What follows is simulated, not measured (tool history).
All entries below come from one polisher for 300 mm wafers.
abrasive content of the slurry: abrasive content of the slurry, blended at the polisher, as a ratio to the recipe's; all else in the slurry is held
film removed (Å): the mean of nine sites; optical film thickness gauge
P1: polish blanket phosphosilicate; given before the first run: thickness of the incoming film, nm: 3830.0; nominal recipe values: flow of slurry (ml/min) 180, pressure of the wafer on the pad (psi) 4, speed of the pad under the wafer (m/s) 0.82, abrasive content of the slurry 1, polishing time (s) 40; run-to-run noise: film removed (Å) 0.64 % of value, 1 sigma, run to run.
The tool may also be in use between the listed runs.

| run | day | flow of slurry (ml/min) | pressure of the wafer on the pad (psi) | speed of the pad under the wafer (m/s) | abrasive content of the slurry | polishing time (s) | wafers polished on this pad | hours since the slurry nozzle was cleaned | hours since the head pressure was calibrated | hours since the slurry blender was calibrated | hours since the conditioning disc was replaced | film removed (Å) |
|---|---|---|---|---|---|---|---|---|---|---|---|---|
| 1 | 0.146 | 180 | 4 | 0.82 | 1 | 40 | 675 | 499.3 | 174.9 | 59.8 | 57.4 | 4238.7 |
| 2 | 0.308 | 180 | 4 | 0.82 | 1 | 40 | 741 | 503.2 | 178.8 | 63.7 | 61.3 | 4201.3 |
| 3 | 0.529 | 180 | 4 | 0.82 | 1 | 18 | 830 | 508.5 | 184.1 | 69 | 66.6 | 1920.7 |
| 4 | 0.704 | 180 | 6.2 | 1.24 | 1 | 40 | 901 | 512.7 | 188.3 | 73.2 | 70.8 | 9124.4 |
| 5 | 0.879 | 180 | 4 | 0.82 | 1 | 63 | 972 | 516.9 | 192.5 | 77.4 | 75 | 6649 |
| 6 | 1.021 | 180 | 4 | 0.82 | 1 | 40 | 1029 | 520.3 | 195.9 | 80.8 | 78.4 | 4158.5 |
| 7 | 1.162 | 285 | 4 | 0.82 | 1 | 40 | 1086 | 523.7 | 199.3 | 84.2 | 81.8 | 4503.3 |
| 8 | 1.342 | 180 | 4 | 0.82 | 1 | 40 | 1159 | 528 | 203.6 | 88.5 | 86.1 | 4214.7 |
| 9 | 1.625 | 180 | 6.3 | 0.82 | 1 | 40 | 1273 | 534.8 | 210.4 | 95.3 | 92.9 | 6733.5 |
| 10 | 1.825 | 180 | 4 | 0.82 | 0.65 | 40 | 1354 | 539.6 | 215.2 | 100.1 | 97.7 | 3371.9 |
| 11 | 2.104 | 180 | 4 | 0.82 | 1.5 | 40 | 1467 | 546.3 | 221.9 | 106.8 | 104.4 | 4997.9 |
| 12 | 2.254 | 180 | 4 | 0.38 | 1 | 40 | 1528 | 549.9 | 225.5 | 110.4 | 108 | 2274.6 |
| 13 | 2.429 | 110 | 4 | 0.82 | 1 | 40 | 1599 | 554.1 | 229.7 | 114.6 | 112.2 | 3906.3 |
| 14 | 2.579 | 180 | 4 | 1.2 | 1 | 40 | 1659 | 557.7 | 233.3 | 118.2 | 115.8 | 5722 |
| 15 | 2.754 | 180 | 2.5 | 0.82 | 1 | 40 | 1730 | 561.9 | 237.5 | 122.4 | 120 | 2649.7 |
| 16 | 2.896 | 180 | 4 | 0.82 | 1 | 40 | 1787 | 565.3 | 240.9 | 125.8 | 123.4 | 4225.7 |
| 17 | 3.133 | 180 | 4 | 0.82 | 1 | 40 | 1884 | 571 | 246.6 | 131.5 | 129.1 | 4140.1 |
| 18 | 3.288 | 180 | 4 | 0.82 | 1 | 40 | 1946 | 574.7 | 250.3 | 135.2 | 132.8 | 4024.3 |

Forecast run 19:
| 19 | 3.55 | 180 | 4 | 0.82 | 1 | 40 | 2052 | 581 | 256.6 | 141.5 | 139.1 | ? |

{"run 19": {"film removed (Å)": 3934.2}}
